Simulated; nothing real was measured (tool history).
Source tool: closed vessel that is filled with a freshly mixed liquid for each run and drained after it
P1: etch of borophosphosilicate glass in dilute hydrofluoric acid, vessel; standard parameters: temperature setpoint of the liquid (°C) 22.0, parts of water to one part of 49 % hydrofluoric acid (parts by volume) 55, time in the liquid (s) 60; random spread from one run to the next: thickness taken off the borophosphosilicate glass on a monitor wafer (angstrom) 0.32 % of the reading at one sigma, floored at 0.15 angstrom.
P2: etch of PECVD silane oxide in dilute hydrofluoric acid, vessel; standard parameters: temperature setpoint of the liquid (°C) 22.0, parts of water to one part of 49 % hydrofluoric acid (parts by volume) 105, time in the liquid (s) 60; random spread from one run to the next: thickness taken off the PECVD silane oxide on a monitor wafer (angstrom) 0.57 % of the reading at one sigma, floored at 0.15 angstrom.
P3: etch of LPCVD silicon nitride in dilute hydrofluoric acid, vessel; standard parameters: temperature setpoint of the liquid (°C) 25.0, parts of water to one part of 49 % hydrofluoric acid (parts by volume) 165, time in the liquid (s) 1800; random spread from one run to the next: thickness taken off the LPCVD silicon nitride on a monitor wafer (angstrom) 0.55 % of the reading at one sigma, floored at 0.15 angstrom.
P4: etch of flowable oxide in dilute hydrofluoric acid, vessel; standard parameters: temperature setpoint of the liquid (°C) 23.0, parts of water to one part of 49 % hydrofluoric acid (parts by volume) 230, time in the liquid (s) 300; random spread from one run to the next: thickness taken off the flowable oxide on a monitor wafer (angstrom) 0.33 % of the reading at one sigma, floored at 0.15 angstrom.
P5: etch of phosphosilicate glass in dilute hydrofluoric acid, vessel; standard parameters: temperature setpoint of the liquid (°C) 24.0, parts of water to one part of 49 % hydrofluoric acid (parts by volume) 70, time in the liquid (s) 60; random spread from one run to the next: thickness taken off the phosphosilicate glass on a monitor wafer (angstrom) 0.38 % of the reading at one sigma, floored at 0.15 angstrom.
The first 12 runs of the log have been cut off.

| run | hour | process that ran | temperature setpoint of the liquid (°C) | parts of water to one part of 49 % hydrofluoric acid (parts by volume) | time in the liquid (s) | hours since the thermometer was replaced | hours since the hydrofluoric acid flow meter was replaced | thickness taken off the borophosphosilicate glass on a monitor wafer (angstrom) | thickness taken off the phosphosilicate glass on a monitor wafer (angstrom) | thickness taken off the flowable oxide on a monitor wafer (angstrom) | thickness taken off the LPCVD silicon nitride on a monitor wafer (angstrom) | thickness taken off the PECVD silane oxide on a monitor wafer (angstrom) |
|---|---|---|---|---|---|---|---|---|---|---|---|---|
|  | 74.0 | hydrofluoric acid flow meter replaced |
| 13 | 75.1 | P5 | 24.0 | 20 | 60 | 571.1 | 1.2 |  | 3504.70 |  |  |  |
| 14 | 79.3 | P5 | 24.0 | 70 | 60 | 575.3 | 5.4 |  | 932.49 |  |  |  |
| 15 | 82.8 | P1 | 17.0 | 55 | 60 | 578.8 | 8.9 | 390.63 |  |  |  |  |
| 16 | 88.7 | P3 | 25.0 | 50 | 1800 | 584.7 | 14.8 |  |  |  | 183.000 |  |
| 17 | 95.3 | P1 | 17.0 | 20 | 60 | 591.3 | 21.4 | 1118.10 |  |  |  |  |
| 18 | 100.1 | P5 | 24.0 | 70 | 60 | 596.1 | 26.2 |  | 933.97 |  |  |  |
| 19 | 107.1 | P5 | 24.0 | 70 | 110 | 603.1 | 33.2 |  | 1714.00 |  |  |  |
| 20 | 114.7 | P4 | 23.0 | 230 | 300 | 610.7 | 40.8 |  |  | 274.36 |  |  |
| 21 | 121.7 | P1 | 22.0 | 20 | 60 | 617.7 | 47.8 | 1390.70 |  |  |  |  |
| 22 | 125.4 | P1 | 22.0 | 95 | 30 | 621.4 | 51.5 | 133.63 |  |  |  |  |
| 23 | 131.6 | P1 | 22.0 | 90 | 60 | 627.6 | 57.7 | 284.02 |  |  |  |  |
| 24 | 138.9 | P3 | 25.0 | 165 | 2725 | 634.9 | 65.0 |  |  |  | 84.519 |  |

Run 25, settings as shown, results not yet in. Your forecast:
| 25 | 143.0 | P1 | 22.0 | 55 | 60 | 639.0 | 69.1 | ? |  |  |  |  |

thickness taken off the borophosphosilicate glass on a monitor wafer (angstrom): 484.52
